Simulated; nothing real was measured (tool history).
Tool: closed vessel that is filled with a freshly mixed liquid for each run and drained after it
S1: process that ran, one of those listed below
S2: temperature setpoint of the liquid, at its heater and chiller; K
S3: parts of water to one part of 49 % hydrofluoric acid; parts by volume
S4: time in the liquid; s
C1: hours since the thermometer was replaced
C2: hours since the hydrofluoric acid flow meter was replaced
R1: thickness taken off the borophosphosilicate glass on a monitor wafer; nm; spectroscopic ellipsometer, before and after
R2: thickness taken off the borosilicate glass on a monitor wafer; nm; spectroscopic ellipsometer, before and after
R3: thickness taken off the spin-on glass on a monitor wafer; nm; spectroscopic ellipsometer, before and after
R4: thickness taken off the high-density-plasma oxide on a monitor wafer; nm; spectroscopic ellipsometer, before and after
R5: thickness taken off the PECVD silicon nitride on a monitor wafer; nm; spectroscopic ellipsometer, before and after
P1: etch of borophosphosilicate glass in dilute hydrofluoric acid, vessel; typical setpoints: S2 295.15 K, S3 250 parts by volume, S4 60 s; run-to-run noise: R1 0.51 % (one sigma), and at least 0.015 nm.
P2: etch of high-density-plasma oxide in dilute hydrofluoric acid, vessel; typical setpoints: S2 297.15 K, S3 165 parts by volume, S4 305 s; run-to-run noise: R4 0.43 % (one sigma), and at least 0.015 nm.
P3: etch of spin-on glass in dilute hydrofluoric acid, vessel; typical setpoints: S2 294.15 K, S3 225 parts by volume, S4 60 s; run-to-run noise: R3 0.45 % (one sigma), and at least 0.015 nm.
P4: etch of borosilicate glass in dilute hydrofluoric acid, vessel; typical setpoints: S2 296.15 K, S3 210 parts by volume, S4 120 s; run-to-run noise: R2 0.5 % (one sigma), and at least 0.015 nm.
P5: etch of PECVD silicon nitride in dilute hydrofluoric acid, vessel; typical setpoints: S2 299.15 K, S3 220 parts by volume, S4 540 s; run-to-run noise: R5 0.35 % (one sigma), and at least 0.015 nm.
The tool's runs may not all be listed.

run	hour	S1	S2	S3	S4	C1	C2	R1	R2	R3	R4	R5
1	6.3	P1	295.15	250	60	192.3	1440.2	9.0402				
2	13.5	P4	291.65	210	120	199.5	1447.4		14.624			
3	17.6	P1	295.15	445	60	203.6	1451.5	4.2585				
4	21.6	P3	294.15	350	60	207.6	1455.5			4.9156		
5	28.2	P1	295.15	250	105	214.2	1462.1	15.76				
6	34.6	P1	295.15	95	60	220.6	1468.5	28.168				
7	40.7	P2	297.15	165	30	226.7	1474.6				1.1993	
8	46.4	P2	297.15	165	305	232.4	1480.3				12.31	
9	54.1	P5	299.15	220	35	240.1	1488					0.66103
10	59.3	P2	304.15	165	305	245.3	1493.2				15.917	
11	65.8	P1	295.15	250	60	251.8	1499.7	9.0989				
12	71.4	P1	290.15	250	90	257.4	1505.3	11.211				
13	75.4	P1	290.15	250	60	261.4	1509.3	7.4812				
14	82.5	P4	296.15	320	120	268.5	1516.4		10.27			
15	90.3	P1	295.15	250	60	276.3	1524.2	9.0325				
16	97	P1	295.15	250	60	283	1530.9	9.0934				
17	102.2	P4	296.15	210	120	288.2	1536.1		17.5			
18	110.1	P2	297.15	235	305	296.1	1544				7.9763	
19	117.5	P1	299.65	250	110	303.5	1551.4	19.478				
20	122.3	P5	303.15	220	540	308.3	1556.2					13.494
21	128.9	P3	294.15	225	60	314.9	1562.8			8.6734		
22	135.9	P1	295.15	250	60	321.9	1569.8	9.0533				
# hour 137.6: hydrofluoric acid flow meter replaced
23	141	P5	299.15	330	540	327	3.5					7.0952
24	148	P1	295.15	250	30	334	10.5	4.5588				

For run 25, what comes out?
25	154.5	P4	296.15	210	185	340.5	17		?			

{"run 25": {"R2": 26.849}}
